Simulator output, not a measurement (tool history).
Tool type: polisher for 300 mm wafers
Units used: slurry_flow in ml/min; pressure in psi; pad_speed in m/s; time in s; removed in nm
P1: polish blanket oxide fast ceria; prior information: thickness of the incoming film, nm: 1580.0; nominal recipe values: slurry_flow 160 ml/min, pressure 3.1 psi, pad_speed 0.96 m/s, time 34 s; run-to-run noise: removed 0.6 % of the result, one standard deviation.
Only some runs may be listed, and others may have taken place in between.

run,day,slurry_flow,pressure,pad_speed,time,removed
1,0.404,160,3.1,0.96,34,656.54
2,0.729,160,3.1,0.96,34,651.87
# day 1.138: head pressure recalibrated
3,1.15,215,3.1,0.96,16,320.15
4,1.529,160,3.1,0.96,34,669.5
5,1.946,160,3.1,0.44,34,303.65
6,2.312,100,3.1,0.96,34,598.44
7,2.675,160,3.1,1.52,34,1030.8
8,2.875,160,3.1,0.96,44,854.57
9,3.25,160,1.4,0.96,34,295.58
10,3.579,160,3.1,0.96,16,313.52
11,3.912,235,3.1,0.96,34,700.72
12,4.142,160,3.1,0.96,34,655.56
13,4.554,160,4.7,0.96,34,999.53
14,4.967,160,3.1,0.96,34,659.18
15,5.258,160,3.1,0.96,34,641.29
16,5.621,160,3.1,0.96,34,629.77
17,5.917,160,3.1,0.96,34,623.62
18,6.167,160,3.1,0.96,34,612.29
19,6.542,160,3.1,0.96,34,609.84
# day 6.621: head pressure recalibrated
20,6.821,160,3.1,0.96,34,607.04
21,7.258,160,3.1,0.96,34,605.28

Something has made what P1 gives creep away from where it was; the 2 causes below, each at its own stated size, fit the log equally well:
A: slurry flow missing at the pad, % = 33
B: removal rate lost through wear of the pad, % = 7.65
The drift started at roughly day 4.967.
Every other cause this tool's parts could produce, and why it does not fit the log:
head's pressure below its setpoint, %: serviced at day 6.621, after the change had begun; the process did not return to its earlier output

Which of the 4 check runs listed below, each an average over 5 wafers with its results shown as question marks, gives clearly different results under the different listed causes?
check 1,7.696,230,4.7,0.96,34,?
check 2,7.696,160,1.4,0.46,34,?
check 3,7.696,160,4.7,1.48,34,?
check 4,7.696,160,1.6,0.96,16,?

How each check would come out, cause by cause:
check,result,if A,if B
check 1,removed,991.77,969.62
check 2,removed,131.54,131.55
check 3,removed,1420.8,1420.9
check 4,removed,147.64,147.65
How far apart the two closest causes lie, in the result that separates them most: check 1 2.26 %; check 2 0.01 %; check 3 0.01 %; check 4 0.01 %
Check 1 tells the causes apart: in the others they would give nearly the same result.

After running check 1, the following was obtained: removed 991.69 nm. Which cause does this point to?

The correct cause is A, namely: slurry flow missing at the pad, %.

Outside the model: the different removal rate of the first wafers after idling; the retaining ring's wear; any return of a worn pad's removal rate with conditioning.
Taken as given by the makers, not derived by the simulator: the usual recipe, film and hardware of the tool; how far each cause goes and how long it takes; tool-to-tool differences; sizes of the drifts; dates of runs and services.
